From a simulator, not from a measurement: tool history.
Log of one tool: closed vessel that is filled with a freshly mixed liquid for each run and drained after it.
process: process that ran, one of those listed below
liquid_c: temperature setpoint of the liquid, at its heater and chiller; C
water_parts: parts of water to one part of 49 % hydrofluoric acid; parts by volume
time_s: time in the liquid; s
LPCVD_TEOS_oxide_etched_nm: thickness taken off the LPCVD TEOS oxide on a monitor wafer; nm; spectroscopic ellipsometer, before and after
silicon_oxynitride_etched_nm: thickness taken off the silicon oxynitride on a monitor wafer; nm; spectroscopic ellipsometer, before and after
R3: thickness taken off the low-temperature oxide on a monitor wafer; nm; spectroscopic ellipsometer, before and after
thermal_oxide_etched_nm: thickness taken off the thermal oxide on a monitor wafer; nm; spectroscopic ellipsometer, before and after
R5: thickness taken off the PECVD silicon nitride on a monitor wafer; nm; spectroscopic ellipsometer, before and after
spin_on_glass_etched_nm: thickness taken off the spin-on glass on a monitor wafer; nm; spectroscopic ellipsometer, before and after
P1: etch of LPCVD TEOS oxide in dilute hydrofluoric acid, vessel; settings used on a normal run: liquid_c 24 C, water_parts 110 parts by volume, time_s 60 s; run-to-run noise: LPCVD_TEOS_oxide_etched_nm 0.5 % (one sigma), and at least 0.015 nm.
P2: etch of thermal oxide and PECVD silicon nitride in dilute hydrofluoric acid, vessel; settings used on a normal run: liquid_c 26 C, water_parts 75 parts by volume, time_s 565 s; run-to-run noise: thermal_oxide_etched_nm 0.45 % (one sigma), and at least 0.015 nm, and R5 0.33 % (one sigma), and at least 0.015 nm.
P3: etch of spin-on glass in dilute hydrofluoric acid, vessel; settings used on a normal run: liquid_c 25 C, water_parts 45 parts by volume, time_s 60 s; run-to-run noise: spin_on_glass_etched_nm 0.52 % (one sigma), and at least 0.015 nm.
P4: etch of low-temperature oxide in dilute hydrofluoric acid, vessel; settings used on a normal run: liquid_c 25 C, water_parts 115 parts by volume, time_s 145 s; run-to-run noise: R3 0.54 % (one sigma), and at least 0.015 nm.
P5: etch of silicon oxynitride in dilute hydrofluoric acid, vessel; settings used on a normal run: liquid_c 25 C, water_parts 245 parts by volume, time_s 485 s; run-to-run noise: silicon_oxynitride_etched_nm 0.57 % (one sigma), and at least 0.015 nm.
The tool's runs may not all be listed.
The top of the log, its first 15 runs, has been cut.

{"run": 16, "hour": 172.4, "process": "P4", "liquid_c": 25, "water_parts": 115, "time_s": 145, "R3": 45.174}
{"run": 17, "hour": 188.1, "process": "P2", "liquid_c": 26, "water_parts": 75, "time_s": 565, "thermal_oxide_etched_nm": 40.011, "R5": 49.427}
{"run": 18, "hour": 201.3, "process": "P5", "liquid_c": 25, "water_parts": 245, "time_s": 485, "silicon_oxynitride_etched_nm": 8.8233}
{"hour": 203.8, "done": "thermometer replaced"}
{"run": 19, "hour": 210.9, "process": "P1", "liquid_c": 17.5, "water_parts": 110, "time_s": 60, "LPCVD_TEOS_oxide_etched_nm": 18.988}
{"run": 20, "hour": 219.1, "process": "P4", "liquid_c": 25, "water_parts": 115, "time_s": 225, "R3": 70.785}
{"run": 21, "hour": 232.4, "process": "P1", "liquid_c": 24, "water_parts": 180, "time_s": 60, "LPCVD_TEOS_oxide_etched_nm": 14.171}
{"run": 22, "hour": 242.0, "process": "P1", "liquid_c": 24, "water_parts": 110, "time_s": 90, "LPCVD_TEOS_oxide_etched_nm": 36.954}
{"run": 23, "hour": 257.8, "process": "P1", "liquid_c": 24, "water_parts": 110, "time_s": 60, "LPCVD_TEOS_oxide_etched_nm": 24.819}
{"run": 24, "hour": 267.5, "process": "P5", "liquid_c": 25, "water_parts": 245, "time_s": 820, "silicon_oxynitride_etched_nm": 15.027}
{"run": 25, "hour": 277.0, "process": "P1", "liquid_c": 24, "water_parts": 110, "time_s": 60, "LPCVD_TEOS_oxide_etched_nm": 24.916}
{"run": 26, "hour": 287.6, "process": "P3", "liquid_c": 25, "water_parts": 45, "time_s": 60, "spin_on_glass_etched_nm": 65.794}
{"run": 27, "hour": 299.7, "process": "P3", "liquid_c": 25, "water_parts": 20, "time_s": 60, "spin_on_glass_etched_nm": 151.75}
{"run": 28, "hour": 309.8, "process": "P3", "liquid_c": 25, "water_parts": 45, "time_s": 60, "spin_on_glass_etched_nm": 64.872}
{"run": 29, "hour": 322.6, "process": "P1", "liquid_c": 29.5, "water_parts": 110, "time_s": 60, "LPCVD_TEOS_oxide_etched_nm": 30.7}

Estimate the outcome of run 30 from the log above:
{"run": 30, "hour": 332.2, "process": "P2", "liquid_c": 26, "water_parts": 75, "time_s": 565, "thermal_oxide_etched_nm": "?", "R5": "?"}

Run 30 measured thermal_oxide_etched_nm 39.515 nm, R5 49.178 nm.

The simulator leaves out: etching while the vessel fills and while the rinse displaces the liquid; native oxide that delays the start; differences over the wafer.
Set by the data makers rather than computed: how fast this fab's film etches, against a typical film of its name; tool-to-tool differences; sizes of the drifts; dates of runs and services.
